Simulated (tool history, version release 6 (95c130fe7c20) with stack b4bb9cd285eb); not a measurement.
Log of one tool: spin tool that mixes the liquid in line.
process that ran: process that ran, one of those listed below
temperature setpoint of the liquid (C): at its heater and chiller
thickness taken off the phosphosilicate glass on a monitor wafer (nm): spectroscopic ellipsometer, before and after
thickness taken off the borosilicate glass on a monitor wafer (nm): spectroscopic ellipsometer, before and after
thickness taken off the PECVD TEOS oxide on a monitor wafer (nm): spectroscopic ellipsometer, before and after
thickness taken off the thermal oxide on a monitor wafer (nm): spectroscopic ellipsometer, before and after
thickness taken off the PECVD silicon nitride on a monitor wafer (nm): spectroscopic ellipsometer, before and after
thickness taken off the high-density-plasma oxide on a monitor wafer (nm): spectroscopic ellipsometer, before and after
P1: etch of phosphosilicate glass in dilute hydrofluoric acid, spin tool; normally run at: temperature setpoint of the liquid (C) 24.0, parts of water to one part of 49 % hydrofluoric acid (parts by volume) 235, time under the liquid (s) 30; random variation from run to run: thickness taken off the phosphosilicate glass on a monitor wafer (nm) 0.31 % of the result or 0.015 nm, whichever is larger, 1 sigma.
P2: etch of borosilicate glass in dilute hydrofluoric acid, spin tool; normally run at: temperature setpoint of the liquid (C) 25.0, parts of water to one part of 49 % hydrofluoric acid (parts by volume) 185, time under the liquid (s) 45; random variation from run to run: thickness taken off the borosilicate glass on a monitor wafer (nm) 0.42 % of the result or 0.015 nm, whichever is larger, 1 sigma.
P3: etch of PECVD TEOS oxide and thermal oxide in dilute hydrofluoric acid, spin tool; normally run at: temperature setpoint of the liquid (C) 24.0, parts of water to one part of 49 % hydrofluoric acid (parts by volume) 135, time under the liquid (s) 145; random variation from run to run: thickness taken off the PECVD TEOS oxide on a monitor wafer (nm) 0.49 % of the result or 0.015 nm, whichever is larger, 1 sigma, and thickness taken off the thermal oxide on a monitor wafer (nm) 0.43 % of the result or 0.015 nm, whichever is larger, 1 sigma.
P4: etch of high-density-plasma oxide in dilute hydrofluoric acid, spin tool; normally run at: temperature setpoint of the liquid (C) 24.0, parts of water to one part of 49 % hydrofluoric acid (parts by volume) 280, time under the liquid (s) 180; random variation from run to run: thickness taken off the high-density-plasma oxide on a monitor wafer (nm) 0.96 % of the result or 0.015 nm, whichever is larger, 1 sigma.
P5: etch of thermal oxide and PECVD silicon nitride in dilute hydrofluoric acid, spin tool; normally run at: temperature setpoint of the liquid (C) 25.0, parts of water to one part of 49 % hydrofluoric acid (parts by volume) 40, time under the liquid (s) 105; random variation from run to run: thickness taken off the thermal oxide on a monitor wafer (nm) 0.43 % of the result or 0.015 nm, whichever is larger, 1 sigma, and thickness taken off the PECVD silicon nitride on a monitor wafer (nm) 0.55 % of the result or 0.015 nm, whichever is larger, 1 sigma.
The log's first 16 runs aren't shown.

run   hour  process that ran  temperature setpoint of the liquid (C)  parts of water to one part of 49 % hydrofluoric acid (parts by volume)  time under the liquid (s)  hours since the thermometer was replaced  hours since the hydrofluoric acid flow meter was replaced  thickness taken off the phosphosilicate glass on a monitor wafer (nm)  thickness taken off the borosilicate glass on a monitor wafer (nm)  thickness taken off the PECVD TEOS oxide on a monitor wafer (nm)  thickness taken off the thermal oxide on a monitor wafer (nm)  thickness taken off the PECVD silicon nitride on a monitor wafer (nm)  thickness taken off the high-density-plasma oxide on a monitor wafer (nm)
 17  172.2                P4                                    24.0                                                                     130                        180                                     778.0                                                       59.2                                                                                                                                                                                                                                                                                                                                                                                                                        6.8522
 18  184.8                P4                                    24.0                                                                     280                        180                                     790.6                                                       71.8                                                                                                                                                                                                                                                                                                                                                                                                                        2.7448
 19  196.1                P4                                    24.0                                                                     280                        180                                     801.9                                                       83.1                                                                                                                                                                                                                                                                                                                                                                                                                        2.7822
 20  208.0                P5                                    25.0                                                                      40                        175                                     813.8                                                       95.0                                                                                                                                                                                                                                                                     24.6590                                                                23.8600
 21  216.5                P1                                    24.0                                                                     325                         30                                     822.3                                                      103.5                                                                12.5410
 22  225.9                P1                                    24.0                                                                      80                         30                                     831.7                                                      112.9                                                                66.1950
 23  237.6                P2                                    25.0                                                                     185                         45                                     843.4                                                      124.6                                                                                                                                     7.9228
 24  251.2                P2                                    25.0                                                                     185                         45                                     857.0                                                      138.2                                                                                                                                     7.8376

Forecast run 25:
 25  260.2                P3                                    24.0                                                                     135                        270                                     866.0                                                      147.2                                                                                                                                                                                                            ?                                                              ?

{"run 25": {"thickness taken off the PECVD TEOS oxide on a monitor wafer (nm)": 37.663, "thickness taken off the thermal oxide on a monitor wafer (nm)": 8.9984}}
